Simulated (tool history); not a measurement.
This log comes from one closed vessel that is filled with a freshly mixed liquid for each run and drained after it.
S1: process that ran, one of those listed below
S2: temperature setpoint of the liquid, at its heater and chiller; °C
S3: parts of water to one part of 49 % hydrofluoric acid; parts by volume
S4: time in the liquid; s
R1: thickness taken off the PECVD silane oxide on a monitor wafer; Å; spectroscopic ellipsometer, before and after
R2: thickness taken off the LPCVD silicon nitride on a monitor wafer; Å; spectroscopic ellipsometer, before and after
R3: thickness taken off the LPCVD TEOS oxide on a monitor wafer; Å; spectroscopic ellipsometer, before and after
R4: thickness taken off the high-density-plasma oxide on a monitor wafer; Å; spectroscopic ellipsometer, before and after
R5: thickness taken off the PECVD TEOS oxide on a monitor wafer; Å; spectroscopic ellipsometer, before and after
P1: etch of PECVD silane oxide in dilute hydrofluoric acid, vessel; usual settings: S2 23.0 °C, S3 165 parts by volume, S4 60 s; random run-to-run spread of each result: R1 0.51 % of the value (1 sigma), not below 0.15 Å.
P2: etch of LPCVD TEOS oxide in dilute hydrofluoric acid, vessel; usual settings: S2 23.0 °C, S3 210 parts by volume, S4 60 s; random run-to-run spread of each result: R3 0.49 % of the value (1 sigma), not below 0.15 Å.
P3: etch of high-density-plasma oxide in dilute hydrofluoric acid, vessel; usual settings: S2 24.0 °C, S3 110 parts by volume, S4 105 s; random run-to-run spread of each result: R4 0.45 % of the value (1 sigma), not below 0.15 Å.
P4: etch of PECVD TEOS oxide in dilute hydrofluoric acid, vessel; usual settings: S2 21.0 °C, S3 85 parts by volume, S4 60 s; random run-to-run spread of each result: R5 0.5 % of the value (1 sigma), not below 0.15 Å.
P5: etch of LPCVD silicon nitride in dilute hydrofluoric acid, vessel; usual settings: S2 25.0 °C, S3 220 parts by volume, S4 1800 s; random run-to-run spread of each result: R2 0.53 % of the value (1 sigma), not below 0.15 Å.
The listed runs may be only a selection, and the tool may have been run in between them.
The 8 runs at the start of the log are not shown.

| run | hour | S1 | S2 | S3 | S4 | R1 | R2 | R3 | R4 | R5 |
|---|---|---|---|---|---|---|---|---|---|---|
| 9 | 82.0 | P4 | 21.0 | 150 | 60 |  |  |  |  | 91.316 |
| 10 | 90.2 | P1 | 23.0 | 30 | 60 | 754.610 |  |  |  |  |
| 11 | 103.3 | P3 | 24.0 | 110 | 105 |  |  |  | 46.880 |  |
| 12 | 109.9 | P1 | 23.0 | 165 | 105 | 204.170 |  |  |  |  |
| 13 | 119.8 | P2 | 17.0 | 210 | 60 |  |  | 69.991 |  |  |
| 14 | 128.9 | P2 | 23.0 | 210 | 60 |  |  | 87.682 |  |  |
| 15 | 138.4 | P1 | 23.0 | 245 | 60 | 72.363 |  |  |  |  |
| 16 | 148.6 | P4 | 21.0 | 85 | 60 |  |  |  |  | 172.750 |
| 17 | 158.4 | P5 | 25.0 | 220 | 1800 |  | 50.617 |  |  |  |
| 18 | 168.6 | P2 | 23.0 | 210 | 120 |  |  | 176.570 |  |  |
| 19 | 180.0 | P1 | 19.0 | 105 | 60 | 166.550 |  |  |  |  |
| 20 | 192.1 | P3 | 24.0 | 110 | 190 |  |  |  | 86.377 |  |
| 21 | 198.5 | P5 | 25.0 | 220 | 1800 |  | 50.743 |  |  |  |
| 22 | 209.2 | P2 | 23.0 | 210 | 60 |  |  | 87.835 |  |  |

What does the tool deliver on the next run?
| 23 | 219.4 | P1 | 18.5 | 165 | 60 | ? |  |  |  |  |

R1: 98.372 Å

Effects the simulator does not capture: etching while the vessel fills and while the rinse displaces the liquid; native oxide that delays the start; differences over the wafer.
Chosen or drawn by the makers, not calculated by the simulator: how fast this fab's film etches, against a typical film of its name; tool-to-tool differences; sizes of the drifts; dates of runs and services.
